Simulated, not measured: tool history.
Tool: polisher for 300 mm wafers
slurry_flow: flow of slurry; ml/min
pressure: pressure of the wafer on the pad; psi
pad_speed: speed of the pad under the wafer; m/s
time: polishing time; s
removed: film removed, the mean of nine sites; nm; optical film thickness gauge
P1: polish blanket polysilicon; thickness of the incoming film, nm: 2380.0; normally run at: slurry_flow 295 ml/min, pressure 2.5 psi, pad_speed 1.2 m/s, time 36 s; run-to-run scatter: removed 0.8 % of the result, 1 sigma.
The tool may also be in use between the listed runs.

{"run": 1, "day": 0.475, "slurry_flow": 295, "pressure": 2.5, "pad_speed": 1.2, "time": 36, "removed": 289.73}
{"run": 2, "day": 0.842, "slurry_flow": 295, "pressure": 1.2, "pad_speed": 1.2, "time": 36, "removed": 138.66}
{"run": 3, "day": 1.246, "slurry_flow": 295, "pressure": 2.5, "pad_speed": 1.2, "time": 36, "removed": 292.21}
{"run": 4, "day": 1.554, "slurry_flow": 295, "pressure": 2.5, "pad_speed": 1.2, "time": 36, "removed": 291.94}
{"run": 5, "day": 1.908, "slurry_flow": 425, "pressure": 2.5, "pad_speed": 1.2, "time": 36, "removed": 297.02}
{"run": 6, "day": 2.271, "slurry_flow": 295, "pressure": 2.5, "pad_speed": 1.2, "time": 19, "removed": 151.61}
{"run": 7, "day": 2.738, "slurry_flow": 295, "pressure": 2.5, "pad_speed": 0.76, "time": 36, "removed": 185.82}
{"run": 8, "day": 3.221, "slurry_flow": 295, "pressure": 3.2, "pad_speed": 1.2, "time": 49, "removed": 515.07}
{"run": 9, "day": 3.671, "slurry_flow": 295, "pressure": 4, "pad_speed": 1.2, "time": 36, "removed": 465.34}
{"run": 10, "day": 4.096, "slurry_flow": 295, "pressure": 2.5, "pad_speed": 1.2, "time": 36, "removed": 291.45}
{"run": 11, "day": 4.575, "slurry_flow": 175, "pressure": 2.5, "pad_speed": 1.2, "time": 36, "removed": 270.29}
{"run": 12, "day": 4.967, "slurry_flow": 295, "pressure": 2.5, "pad_speed": 1.2, "time": 57, "removed": 457.36}
{"run": 13, "day": 5.454, "slurry_flow": 295, "pressure": 2.5, "pad_speed": 1.82, "time": 36, "removed": 448.02}
{"run": 14, "day": 5.696, "slurry_flow": 295, "pressure": 2.5, "pad_speed": 1.2, "time": 36, "removed": 293.96}
{"run": 15, "day": 5.962, "slurry_flow": 295, "pressure": 2.5, "pad_speed": 1.2, "time": 36, "removed": 286.86}
{"run": 16, "day": 6.45, "slurry_flow": 295, "pressure": 3.4, "pad_speed": 1.78, "time": 36, "removed": 584.21}
{"run": 17, "day": 6.725, "slurry_flow": 295, "pressure": 2.5, "pad_speed": 1.72, "time": 48, "removed": 551.09}
{"run": 18, "day": 7.038, "slurry_flow": 295, "pressure": 2.5, "pad_speed": 1.2, "time": 36, "removed": 287.84}
{"run": 19, "day": 7.429, "slurry_flow": 295, "pressure": 2.5, "pad_speed": 1.2, "time": 36, "removed": 287.42}
{"run": 20, "day": 7.892, "slurry_flow": 295, "pressure": 2.5, "pad_speed": 1.2, "time": 36, "removed": 286.42}
{"run": 21, "day": 8.358, "slurry_flow": 295, "pressure": 2.5, "pad_speed": 1.2, "time": 36, "removed": 284.54}
{"day": 8.508, "done": "head pressure recalibrated"}
{"run": 22, "day": 8.608, "slurry_flow": 295, "pressure": 2.5, "pad_speed": 1.2, "time": 36, "removed": 278.66}
{"run": 23, "day": 9.092, "slurry_flow": 295, "pressure": 2.5, "pad_speed": 1.2, "time": 36, "removed": 279.71}

Run 24 comes next. What will it give?
{"run": 24, "day": 9.383, "slurry_flow": 295, "pressure": 2.5, "pad_speed": 1.2, "time": 36, "removed": "?"}

Run 24 gave removed 279.35 nm.
